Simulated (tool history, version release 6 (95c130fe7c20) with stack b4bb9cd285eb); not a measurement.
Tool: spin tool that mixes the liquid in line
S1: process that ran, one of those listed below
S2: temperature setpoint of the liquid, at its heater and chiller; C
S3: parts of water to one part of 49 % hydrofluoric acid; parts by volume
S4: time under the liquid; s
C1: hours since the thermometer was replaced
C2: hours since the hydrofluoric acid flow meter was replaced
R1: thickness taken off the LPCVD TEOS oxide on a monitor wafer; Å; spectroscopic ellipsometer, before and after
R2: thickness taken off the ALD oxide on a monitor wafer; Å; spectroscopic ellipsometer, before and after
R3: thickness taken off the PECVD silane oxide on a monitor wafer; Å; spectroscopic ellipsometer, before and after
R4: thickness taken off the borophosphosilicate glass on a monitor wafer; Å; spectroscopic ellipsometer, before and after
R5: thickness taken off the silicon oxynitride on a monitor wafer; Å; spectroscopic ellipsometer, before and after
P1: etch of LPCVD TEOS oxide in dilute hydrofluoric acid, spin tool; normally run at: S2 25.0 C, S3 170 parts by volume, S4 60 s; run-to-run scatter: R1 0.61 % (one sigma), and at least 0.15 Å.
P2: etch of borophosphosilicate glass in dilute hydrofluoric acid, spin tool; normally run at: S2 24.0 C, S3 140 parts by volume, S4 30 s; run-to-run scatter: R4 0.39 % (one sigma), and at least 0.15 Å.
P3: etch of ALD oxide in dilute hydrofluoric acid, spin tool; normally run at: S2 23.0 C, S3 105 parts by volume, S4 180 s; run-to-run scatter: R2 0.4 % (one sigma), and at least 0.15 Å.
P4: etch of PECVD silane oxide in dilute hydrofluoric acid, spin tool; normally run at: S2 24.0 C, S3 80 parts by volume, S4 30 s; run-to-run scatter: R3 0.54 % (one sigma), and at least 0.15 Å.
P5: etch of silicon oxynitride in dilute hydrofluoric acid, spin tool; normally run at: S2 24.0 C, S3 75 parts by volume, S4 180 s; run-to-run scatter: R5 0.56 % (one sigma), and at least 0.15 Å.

run 1 hour=2.5 | S1=P1 S2=25.0 S3=170 S4=60 | C1=1530.2 C2=795.1 | R1=57.105
run 2 hour=7.7 | S1=P3 S2=23.0 S3=105 S4=180 | C1=1535.4 C2=800.3 | R2=322.59
run 3 hour=11.8 | S1=P4 S2=28.0 S3=80 S4=30 | C1=1539.5 C2=804.4 | R3=223.670
run 4 hour=14.8 | S1=P1 S2=25.0 S3=40 S4=60 | C1=1542.5 C2=807.4 | R1=277.950
run 5 hour=20.3 | S1=P1 S2=30.5 S3=170 S4=60 | C1=1548.0 C2=812.9 | R1=68.408
run 6 hour=22.8 | S1=P3 S2=29.0 S3=105 S4=180 | C1=1550.5 C2=815.4 | R2=409.03
run 7 hour=26.5 | S1=P2 S2=24.0 S3=140 S4=30 | C1=1554.2 C2=819.1 | R4=126.780
run 8 hour=31.6 | S1=P4 S2=24.0 S3=125 S4=30 | C1=1559.3 C2=824.2 | R3=115.100
run 9 hour=34.9 | S1=P3 S2=23.0 S3=105 S4=15 | C1=1562.6 C2=827.5 | R2=26.79
run 10 hour=39.5 | S1=P3 S2=23.0 S3=185 S4=180 | C1=1567.2 C2=832.1 | R2=167.58
run 11 hour=44.1 | S1=P5 S2=28.0 S3=75 S4=180 | C1=1571.8 C2=836.7 | R5=68.8170
run 12 hour=48.0 | S1=P1 S2=25.0 S3=170 S4=60 | C1=1575.7 C2=840.6 | R1=56.356
-- hour=52.2 thermometer replaced
run 13 hour=53.3 | S1=P2 S2=24.0 S3=140 S4=60 | C1=1.1 C2=845.9 | R4=254.660
run 14 hour=57.3 | S1=P1 S2=25.0 S3=170 S4=15 | C1=5.1 C2=849.9 | R1=14.328
run 15 hour=61.7 | S1=P1 S2=25.0 S3=295 S4=60 | C1=9.5 C2=854.3 | R1=28.471
run 16 hour=64.9 | S1=P1 S2=25.0 S3=170 S4=60 | C1=12.7 C2=857.5 | R1=56.057
run 17 hour=69.8 | S1=P5 S2=24.0 S3=25 S4=180 | C1=17.6 C2=862.4 | R5=176.3500
run 18 hour=73.0 | S1=P5 S2=24.0 S3=75 S4=180 | C1=20.8 C2=865.6 | R5=56.8660
run 19 hour=76.4 | S1=P1 S2=25.0 S3=170 S4=60 | C1=24.2 C2=869.0 | R1=56.529
run 20 hour=81.4 | S1=P4 S2=24.0 S3=80 S4=15 | C1=29.2 C2=874.0 | R3=94.689
run 21 hour=85.5 | S1=P1 S2=25.0 S3=170 S4=60 | C1=33.3 C2=878.1 | R1=56.292
run 22 hour=90.6 | S1=P2 S2=24.0 S3=250 S4=30 | C1=38.4 C2=883.2 | R4=62.526
run 23 hour=94.1 | S1=P4 S2=24.0 S3=80 S4=30 | C1=41.9 C2=886.7 | R3=189.810
run 24 hour=97.9 | S1=P5 S2=24.0 S3=75 S4=180 | C1=45.7 C2=890.5 | R5=57.3120
run 25 hour=103.5 | S1=P4 S2=24.0 S3=80 S4=30 | C1=51.3 C2=896.1 | R3=190.490
run 26 hour=108.4 | S1=P1 S2=30.0 S3=170 S4=15 | C1=56.2 C2=901.0 | R1=16.585
run 27 hour=112.1 | S1=P1 S2=20.0 S3=170 S4=60 | C1=59.9 C2=904.7 | R1=46.557
run 28 hour=117.6 | S1=P3 S2=23.0 S3=105 S4=180 | C1=65.4 C2=910.2 | R2=322.86
run 29 hour=121.9 | S1=P1 S2=25.0 S3=170 S4=60 | C1=69.7 C2=914.5 | R1=56.172
run 30 hour=125.3 | S1=P5 S2=24.0 S3=75 S4=25 | C1=73.1 C2=917.9 | R5=8.0357
run 31 hour=130.5 | S1=P1 S2=18.5 S3=170 S4=85 | C1=78.3 C2=923.1 | R1=61.880
run 32 hour=133.4 | S1=P2 S2=17.5 S3=140 S4=30 | C1=81.2 C2=926.0 | R4=97.806
run 33 hour=136.8 | S1=P1 S2=25.0 S3=170 S4=100 | C1=84.6 C2=929.4 | R1=93.690
run 34 hour=142.4 | S1=P2 S2=24.0 S3=140 S4=30 | C1=90.2 C2=935.0 | R4=127.090
run 35 hour=145.0 | S1=P1 S2=25.0 S3=170 S4=60 | C1=92.8 C2=937.6 | R1=56.277
run 36 hour=147.7 | S1=P1 S2=25.0 S3=170 S4=60 | C1=95.5 C2=940.3 | R1=54.700
run 37 hour=151.6 | S1=P1 S2=25.0 S3=170 S4=60 | C1=99.4 C2=944.2 | R1=53.798
run 38 hour=157.1 | S1=P1 S2=25.0 S3=170 S4=60 | C1=104.9 C2=949.7 | R1=52.568
run 39 hour=160.6 | S1=P1 S2=25.0 S3=170 S4=60 | C1=108.4 C2=953.2 | R1=52.108
run 40 hour=163.7 | S1=P1 S2=25.0 S3=170 S4=60 | C1=111.5 C2=956.3 | R1=52.229
run 41 hour=168.1 | S1=P1 S2=25.0 S3=170 S4=60 | C1=115.9 C2=960.7 | R1=51.429
run 42 hour=173.2 | S1=P1 S2=25.0 S3=170 S4=60 | C1=121.0 C2=965.8 | R1=51.145
run 43 hour=177.5 | S1=P1 S2=25.0 S3=170 S4=60 | C1=125.3 C2=970.1 | R1=51.125
run 44 hour=180.0 | S1=P1 S2=25.0 S3=170 S4=60 | C1=127.8 C2=972.6 | R1=51.509
run 45 hour=185.1 | S1=P1 S2=25.0 S3=170 S4=60 | C1=132.9 C2=977.7 | R1=51.581

What P1 gives has crept away from where it was. These 2 causes fit the log equally well, each at the size given:
A: hydrofluoric acid flow below the setpoint (%) = 7.28
B: liquid colder than its thermometer reads (K) = 2.4
The creep began at about hour 145.0.

4 check runs are offered, each on 3 wafers whose results are averaged, their results left as question marks. Which one tells the causes apart?
run check 1 hour=190.2 | S1=P2 S2=24.0 S3=200 S4=50 | R4=?
run check 2 hour=190.2 | S1=P3 S2=28.0 S3=105 S4=60 | R2=?
run check 3 hour=190.2 | S1=P4 S2=24.0 S3=125 S4=30 | R3=?
run check 4 hour=190.2 | S1=P5 S2=24.0 S3=35 S4=35 | R5=?

What each check would give under each cause:
check=check_1 result=R4 if_A=126.240 if_B=126.540
check=check_2 result=R2 if_A=120.19 if_B=119.50
check=check_3 result=R3 if_A=105.880 if_B=105.100
check=check_4 result=R5 if_A=22.7200 if_B=21.7920
How far apart the two closest causes lie, in the result that separates them most: check 1 0.24 %; check 2 0.58 %; check 3 0.74 %; check 4 4.17 %
Check 4 tells the causes apart: in the others they would give nearly the same result.

Check 4 was then run and gave: R5 21.6340 Å. Which cause is it?

It is B: liquid colder than its thermometer reads (K).

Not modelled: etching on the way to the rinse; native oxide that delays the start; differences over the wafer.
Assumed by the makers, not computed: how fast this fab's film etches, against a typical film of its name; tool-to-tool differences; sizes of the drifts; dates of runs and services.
